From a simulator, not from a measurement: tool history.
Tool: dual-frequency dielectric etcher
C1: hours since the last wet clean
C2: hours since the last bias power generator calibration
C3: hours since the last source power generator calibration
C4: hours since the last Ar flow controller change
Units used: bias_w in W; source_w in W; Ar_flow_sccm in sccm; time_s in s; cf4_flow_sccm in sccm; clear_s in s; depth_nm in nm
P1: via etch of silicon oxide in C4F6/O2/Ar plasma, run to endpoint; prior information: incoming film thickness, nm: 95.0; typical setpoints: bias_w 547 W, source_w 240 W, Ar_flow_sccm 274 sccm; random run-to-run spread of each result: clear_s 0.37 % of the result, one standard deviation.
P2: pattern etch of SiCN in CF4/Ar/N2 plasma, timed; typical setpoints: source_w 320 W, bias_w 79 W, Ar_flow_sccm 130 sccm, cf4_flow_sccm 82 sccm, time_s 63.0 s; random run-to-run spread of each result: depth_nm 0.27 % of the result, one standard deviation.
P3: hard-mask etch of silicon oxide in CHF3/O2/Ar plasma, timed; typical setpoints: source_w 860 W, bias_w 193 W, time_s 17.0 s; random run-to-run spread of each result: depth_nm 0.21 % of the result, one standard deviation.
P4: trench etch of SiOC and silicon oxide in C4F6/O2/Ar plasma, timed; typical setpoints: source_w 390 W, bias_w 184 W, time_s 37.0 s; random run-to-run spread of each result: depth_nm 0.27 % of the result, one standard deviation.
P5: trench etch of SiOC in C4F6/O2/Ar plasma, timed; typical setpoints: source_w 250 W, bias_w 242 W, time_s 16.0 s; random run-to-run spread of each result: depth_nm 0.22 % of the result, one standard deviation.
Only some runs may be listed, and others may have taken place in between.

run 1 hour=3.6 | process=P1 bias_w=547 source_w=240 Ar_flow_sccm=274 | C1=422.7 C2=583.0 C3=1179.7 C4=1100.1 | clear_s=23.875
run 2 hour=10.7 | process=P5 bias_w=175 source_w=250 time_s=16.0 | C1=429.8 C2=590.1 C3=1186.8 C4=1107.2 | depth_nm=27.342
run 3 hour=18.2 | process=P2 bias_w=79 source_w=320 Ar_flow_sccm=130 time_s=38.5 cf4_flow_sccm=82 | C1=437.3 C2=597.6 C3=1194.3 C4=1114.7 | depth_nm=25.173
run 4 hour=21.7 | process=P3 bias_w=135 source_w=860 time_s=17.0 | C1=440.8 C2=601.1 C3=1197.8 C4=1118.2 | depth_nm=34.781
run 5 hour=25.2 | process=P3 bias_w=193 source_w=860 time_s=17.0 | C1=444.3 C2=604.6 C3=1201.3 C4=1121.7 | depth_nm=39.016
run 6 hour=32.5 | process=P1 bias_w=547 source_w=300 Ar_flow_sccm=274 | C1=451.6 C2=611.9 C3=1208.6 C4=1129.0 | clear_s=22.080
run 7 hour=36.3 | process=P4 bias_w=184 source_w=390 time_s=37.0 | C1=455.4 C2=615.7 C3=1212.4 C4=1132.8 | depth_nm=72.350
run 8 hour=43.5 | process=P1 bias_w=547 source_w=240 Ar_flow_sccm=371 | C1=462.6 C2=622.9 C3=1219.6 C4=1140.0 | clear_s=24.690
run 9 hour=48.4 | process=P2 bias_w=58 source_w=320 Ar_flow_sccm=130 time_s=63.0 cf4_flow_sccm=82 | C1=467.5 C2=627.8 C3=1224.5 C4=1144.9 | depth_nm=37.048
run 10 hour=52.5 | process=P2 bias_w=79 source_w=320 Ar_flow_sccm=130 time_s=63.0 cf4_flow_sccm=82 | C1=471.6 C2=631.9 C3=1228.6 C4=1149.0 | depth_nm=41.295
run 11 hour=57.7 | process=P4 bias_w=184 source_w=390 time_s=37.0 | C1=476.8 C2=637.1 C3=1233.8 C4=1154.2 | depth_nm=72.494
run 12 hour=61.4 | process=P1 bias_w=547 source_w=240 Ar_flow_sccm=209 | C1=480.5 C2=640.8 C3=1237.5 C4=1157.9 | clear_s=23.169
run 13 hour=66.8 | process=P5 bias_w=242 source_w=250 time_s=23.0 | C1=485.9 C2=646.2 C3=1242.9 C4=1163.3 | depth_nm=43.668
-- hour=67.7 bias power generator calibrated
run 14 hour=70.1 | process=P3 bias_w=193 source_w=860 time_s=21.5 | C1=489.2 C2=2.4 C3=1246.2 C4=1166.6 | depth_nm=49.118
run 15 hour=77.6 | process=P5 bias_w=242 source_w=250 time_s=16.0 | C1=496.7 C2=9.9 C3=1253.7 C4=1174.1 | depth_nm=30.333
run 16 hour=84.5 | process=P1 bias_w=547 source_w=190 Ar_flow_sccm=189 | C1=503.6 C2=16.8 C3=1260.6 C4=1181.0 | clear_s=24.992
run 17 hour=91.1 | process=P2 bias_w=79 source_w=320 Ar_flow_sccm=130 time_s=63.0 cf4_flow_sccm=115 | C1=510.2 C2=23.4 C3=1267.2 C4=1187.6 | depth_nm=43.007
run 18 hour=96.7 | process=P1 bias_w=547 source_w=190 Ar_flow_sccm=274 | C1=515.8 C2=29.0 C3=1272.8 C4=1193.2 | clear_s=26.151
run 19 hour=101.2 | process=P1 bias_w=547 source_w=240 Ar_flow_sccm=274 | C1=520.3 C2=33.5 C3=1277.3 C4=1197.7 | clear_s=23.817
run 20 hour=108.6 | process=P1 bias_w=432 source_w=240 Ar_flow_sccm=344 | C1=527.7 C2=40.9 C3=1284.7 C4=1205.1 | clear_s=26.949
run 21 hour=115.5 | process=P4 bias_w=119 source_w=390 time_s=37.0 | C1=534.6 C2=47.8 C3=1291.6 C4=1212.0 | depth_nm=63.862
run 22 hour=119.1 | process=P4 bias_w=184 source_w=230 time_s=37.0 | C1=538.2 C2=51.4 C3=1295.2 C4=1215.6 | depth_nm=58.834
run 23 hour=124.6 | process=P4 bias_w=184 source_w=390 time_s=20.5 | C1=543.7 C2=56.9 C3=1300.7 C4=1221.1 | depth_nm=40.127
run 24 hour=128.3 | process=P3 bias_w=193 source_w=1220 time_s=17.0 | C1=547.4 C2=60.6 C3=1304.4 C4=1224.8 | depth_nm=44.577
run 25 hour=134.9 | process=P2 bias_w=79 source_w=390 Ar_flow_sccm=130 time_s=63.0 cf4_flow_sccm=82 | C1=554.0 C2=67.2 C3=1311.0 C4=1231.4 | depth_nm=48.940
run 26 hour=140.7 | process=P1 bias_w=547 source_w=240 Ar_flow_sccm=274 | C1=559.8 C2=73.0 C3=1316.8 C4=1237.2 | clear_s=23.781
run 27 hour=145.8 | process=P5 bias_w=242 source_w=250 time_s=16.0 | C1=564.9 C2=78.1 C3=1321.9 C4=1242.3 | depth_nm=30.411
run 28 hour=149.2 | process=P5 bias_w=242 source_w=330 time_s=16.0 | C1=568.3 C2=81.5 C3=1325.3 C4=1245.7 | depth_nm=33.679
-- hour=154.8 Ar flow controller replaced
run 29 hour=155.2 | process=P2 bias_w=79 source_w=320 Ar_flow_sccm=100 time_s=63.0 cf4_flow_sccm=82 | C1=574.3 C2=87.5 C3=1331.3 C4=0.4 | depth_nm=42.786
run 30 hour=158.9 | process=P1 bias_w=424 source_w=240 Ar_flow_sccm=216 | C1=578.0 C2=91.2 C3=1335.0 C4=4.1 | clear_s=25.669
run 31 hour=166.3 | process=P1 bias_w=547 source_w=240 Ar_flow_sccm=274 | C1=585.4 C2=98.6 C3=1342.4 C4=11.5 | clear_s=23.973
run 32 hour=170.2 | process=P1 bias_w=690 source_w=240 Ar_flow_sccm=274 | C1=589.3 C2=102.5 C3=1346.3 C4=15.4 | clear_s=21.847
run 33 hour=174.0 | process=P1 bias_w=387 source_w=240 Ar_flow_sccm=274 | C1=593.1 C2=106.3 C3=1350.1 C4=19.2 | clear_s=27.076

Run 34 is up next; what results do you expect?
run 34 hour=178.5 | process=P1 bias_w=547 source_w=240 Ar_flow_sccm=274 | C1=597.6 C2=110.8 C3=1354.6 C4=23.7 | clear_s=?

Run 34 came out at clear_s 23.849 s.
